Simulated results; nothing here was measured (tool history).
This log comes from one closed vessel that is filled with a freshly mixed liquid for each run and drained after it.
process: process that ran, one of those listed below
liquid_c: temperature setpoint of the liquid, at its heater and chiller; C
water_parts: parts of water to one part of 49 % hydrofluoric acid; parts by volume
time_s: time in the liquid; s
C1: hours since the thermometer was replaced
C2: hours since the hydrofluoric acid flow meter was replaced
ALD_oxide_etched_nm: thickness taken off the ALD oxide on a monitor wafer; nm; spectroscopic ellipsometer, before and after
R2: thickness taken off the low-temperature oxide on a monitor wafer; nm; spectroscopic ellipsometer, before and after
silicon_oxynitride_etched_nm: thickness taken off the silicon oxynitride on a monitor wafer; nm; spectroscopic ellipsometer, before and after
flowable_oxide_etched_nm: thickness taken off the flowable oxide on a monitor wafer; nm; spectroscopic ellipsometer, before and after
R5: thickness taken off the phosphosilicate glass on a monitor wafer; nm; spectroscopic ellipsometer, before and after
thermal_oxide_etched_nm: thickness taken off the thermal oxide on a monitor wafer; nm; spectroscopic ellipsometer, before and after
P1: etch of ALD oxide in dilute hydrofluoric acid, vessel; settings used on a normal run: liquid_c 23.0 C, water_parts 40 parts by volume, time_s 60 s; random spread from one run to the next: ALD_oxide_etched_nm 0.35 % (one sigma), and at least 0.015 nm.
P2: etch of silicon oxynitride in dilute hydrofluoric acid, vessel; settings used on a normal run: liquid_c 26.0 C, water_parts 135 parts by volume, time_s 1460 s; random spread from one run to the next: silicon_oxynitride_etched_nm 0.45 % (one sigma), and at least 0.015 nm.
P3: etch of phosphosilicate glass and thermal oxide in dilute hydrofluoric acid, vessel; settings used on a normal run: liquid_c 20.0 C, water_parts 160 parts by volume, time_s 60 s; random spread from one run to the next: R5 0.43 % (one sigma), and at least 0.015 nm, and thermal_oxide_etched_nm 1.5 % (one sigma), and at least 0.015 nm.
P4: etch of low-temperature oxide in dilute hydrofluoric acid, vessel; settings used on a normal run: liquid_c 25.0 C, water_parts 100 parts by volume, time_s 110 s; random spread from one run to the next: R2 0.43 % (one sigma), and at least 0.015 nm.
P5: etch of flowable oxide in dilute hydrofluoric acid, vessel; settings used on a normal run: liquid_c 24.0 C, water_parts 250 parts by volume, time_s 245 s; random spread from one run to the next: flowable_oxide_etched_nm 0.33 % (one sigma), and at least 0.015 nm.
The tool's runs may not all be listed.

run 1 hour=7.4 | process=P1 liquid_c=23.0 water_parts=40 time_s=60 | C1=664.9 C2=244.3 | ALD_oxide_etched_nm=33.396
run 2 hour=13.5 | process=P4 liquid_c=25.0 water_parts=100 time_s=110 | C1=671.0 C2=250.4 | R2=22.525
run 3 hour=19.6 | process=P1 liquid_c=23.0 water_parts=25 time_s=60 | C1=677.1 C2=256.5 | ALD_oxide_etched_nm=54.518
run 4 hour=24.2 | process=P1 liquid_c=23.0 water_parts=65 time_s=60 | C1=681.7 C2=261.1 | ALD_oxide_etched_nm=19.829
run 5 hour=30.4 | process=P1 liquid_c=27.5 water_parts=40 time_s=60 | C1=687.9 C2=267.3 | ALD_oxide_etched_nm=40.323
run 6 hour=34.0 | process=P1 liquid_c=23.0 water_parts=40 time_s=105 | C1=691.5 C2=270.9 | ALD_oxide_etched_nm=58.299
run 7 hour=37.7 | process=P1 liquid_c=26.5 water_parts=40 time_s=100 | C1=695.2 C2=274.6 | ALD_oxide_etched_nm=64.324
run 8 hour=44.2 | process=P1 liquid_c=23.0 water_parts=40 time_s=60 | C1=701.7 C2=281.1 | ALD_oxide_etched_nm=33.446
run 9 hour=48.6 | process=P1 liquid_c=23.0 water_parts=40 time_s=60 | C1=706.1 C2=285.5 | ALD_oxide_etched_nm=33.475
run 10 hour=54.5 | process=P2 liquid_c=26.0 water_parts=135 time_s=1460 | C1=712.0 C2=291.4 | silicon_oxynitride_etched_nm=54.880
run 11 hour=58.7 | process=P4 liquid_c=25.0 water_parts=100 time_s=110 | C1=716.2 C2=295.6 | R2=22.599
run 12 hour=62.1 | process=P5 liquid_c=24.0 water_parts=75 time_s=245 | C1=719.6 C2=299.0 | flowable_oxide_etched_nm=109.510
run 13 hour=66.2 | process=P4 liquid_c=17.5 water_parts=100 time_s=110 | C1=723.7 C2=303.1 | R2=16.642
run 14 hour=71.6 | process=P3 liquid_c=20.0 water_parts=160 time_s=60 | C1=729.1 C2=308.5 | R5=26.278 thermal_oxide_etched_nm=1.42620
run 15 hour=76.7 | process=P1 liquid_c=23.0 water_parts=40 time_s=60 | C1=734.2 C2=313.6 | ALD_oxide_etched_nm=33.460
run 16 hour=80.7 | process=P2 liquid_c=26.0 water_parts=135 time_s=1460 | C1=738.2 C2=317.6 | silicon_oxynitride_etched_nm=54.654
run 17 hour=87.2 | process=P3 liquid_c=20.0 water_parts=160 time_s=30 | C1=744.7 C2=324.1 | R5=13.017 thermal_oxide_etched_nm=0.76048
run 18 hour=93.9 | process=P3 liquid_c=20.0 water_parts=160 time_s=60 | C1=751.4 C2=330.8 | R5=26.534 thermal_oxide_etched_nm=1.45670
run 19 hour=97.6 | process=P2 liquid_c=17.5 water_parts=135 time_s=1460 | C1=755.1 C2=334.5 | silicon_oxynitride_etched_nm=36.632
run 20 hour=103.8 | process=P4 liquid_c=25.0 water_parts=100 time_s=200 | C1=761.3 C2=340.7 | R2=41.121
run 21 hour=110.1 | process=P5 liquid_c=24.0 water_parts=250 time_s=105 | C1=767.6 C2=347.0 | flowable_oxide_etched_nm=11.568
run 22 hour=114.2 | process=P1 liquid_c=23.0 water_parts=40 time_s=30 | C1=771.7 C2=351.1 | ALD_oxide_etched_nm=16.715
run 23 hour=121.6 | process=P5 liquid_c=24.0 water_parts=250 time_s=245 | C1=779.1 C2=358.5 | flowable_oxide_etched_nm=26.917
run 24 hour=127.2 | process=P3 liquid_c=17.0 water_parts=160 time_s=60 | C1=784.7 C2=364.1 | R5=23.384 thermal_oxide_etched_nm=1.24480
run 25 hour=133.7 | process=P2 liquid_c=26.0 water_parts=135 time_s=2650 | C1=791.2 C2=370.6 | silicon_oxynitride_etched_nm=98.986
run 26 hour=139.4 | process=P2 liquid_c=26.0 water_parts=20 time_s=1460 | C1=796.9 C2=376.3 | silicon_oxynitride_etched_nm=406.860
run 27 hour=144.2 | process=P1 liquid_c=26.5 water_parts=55 time_s=60 | C1=801.7 C2=381.1 | ALD_oxide_etched_nm=27.583
run 28 hour=149.2 | process=P1 liquid_c=29.5 water_parts=40 time_s=30 | C1=806.7 C2=386.1 | ALD_oxide_etched_nm=21.792
run 29 hour=156.3 | process=P4 liquid_c=25.0 water_parts=20 time_s=110 | C1=813.8 C2=393.2 | R2=126.250
run 30 hour=162.5 | process=P5 liquid_c=31.5 water_parts=250 time_s=245 | C1=820.0 C2=399.4 | flowable_oxide_etched_nm=34.847
run 31 hour=167.7 | process=P3 liquid_c=20.0 water_parts=220 time_s=60 | C1=825.2 C2=404.6 | R5=18.038 thermal_oxide_etched_nm=1.00190
run 32 hour=173.7 | process=P1 liquid_c=23.0 water_parts=40 time_s=60 | C1=831.2 C2=410.6 | ALD_oxide_etched_nm=33.487
run 33 hour=179.6 | process=P1 liquid_c=19.0 water_parts=40 time_s=60 | C1=837.1 C2=416.5 | ALD_oxide_etched_nm=28.223
run 34 hour=186.1 | process=P1 liquid_c=23.0 water_parts=40 time_s=60 | C1=843.6 C2=423.0 | ALD_oxide_etched_nm=33.627
run 35 hour=190.6 | process=P1 liquid_c=23.0 water_parts=40 time_s=60 | C1=848.1 C2=427.5 | ALD_oxide_etched_nm=32.158
run 36 hour=196.3 | process=P1 liquid_c=23.0 water_parts=40 time_s=60 | C1=853.8 C2=433.2 | ALD_oxide_etched_nm=31.677
run 37 hour=199.7 | process=P1 liquid_c=23.0 water_parts=40 time_s=60 | C1=857.2 C2=436.6 | ALD_oxide_etched_nm=31.538
run 38 hour=204.0 | process=P1 liquid_c=23.0 water_parts=40 time_s=60 | C1=861.5 C2=440.9 | ALD_oxide_etched_nm=31.248
run 39 hour=210.6 | process=P1 liquid_c=23.0 water_parts=40 time_s=60 | C1=868.1 C2=447.5 | ALD_oxide_etched_nm=30.849
run 40 hour=214.7 | process=P1 liquid_c=23.0 water_parts=40 time_s=60 | C1=872.2 C2=451.6 | ALD_oxide_etched_nm=31.068
run 41 hour=219.6 | process=P1 liquid_c=23.0 water_parts=40 time_s=60 | C1=877.1 C2=456.5 | ALD_oxide_etched_nm=30.927

What P1 gives has crept away from where it was. These 2 causes fit the log equally well, each at the size given:
A: liquid colder than its thermometer reads (K) = 1.86
B: hydrofluoric acid flow below the setpoint (%) = 7.16
The drift started at roughly hour 186.1.

Question marks stand in for the results of the 4 check runs listed below, each run on one wafer. Under which run would the listed causes show clearly different results?
run check 1 hour=224.5 | process=P5 liquid_c=31.5 water_parts=250 time_s=245 | flowable_oxide_etched_nm=?
run check 2 hour=224.5 | process=P2 liquid_c=21.5 water_parts=135 time_s=2600 | silicon_oxynitride_etched_nm=?
run check 3 hour=224.5 | process=P4 liquid_c=25.0 water_parts=30 time_s=110 | R2=?
run check 4 hour=224.5 | process=P3 liquid_c=17.0 water_parts=160 time_s=30 | R5=? thermal_oxide_etched_nm=?

What every check run would give for each of its results, assuming each possible cause in turn:
check=check_1 result=flowable_oxide_etched_nm if_A=32.747 if_B=31.604
check=check_2 result=silicon_oxynitride_etched_nm if_A=72.200 if_B=72.702
check=check_3 result=R2 if_A=76.059 if_B=76.090
check=check_4 result=R5 if_A=10.817 if_B=10.715
check=check_4 result=thermal_oxide_etched_nm if_A=0.59234 if_B=0.58675
Distance between the nearest two causes, measured in the result of the check that separates them most: check 1 3.55 %; check 2 0.69 %; check 3 0.04 %; check 4 0.95 %
Check 1 tells the causes apart: in the others they would give nearly the same result.

After running check 1, the following was obtained: flowable_oxide_etched_nm 31.680 nm. Which cause does this point to?

The cause is B: hydrofluoric acid flow below the setpoint (%).

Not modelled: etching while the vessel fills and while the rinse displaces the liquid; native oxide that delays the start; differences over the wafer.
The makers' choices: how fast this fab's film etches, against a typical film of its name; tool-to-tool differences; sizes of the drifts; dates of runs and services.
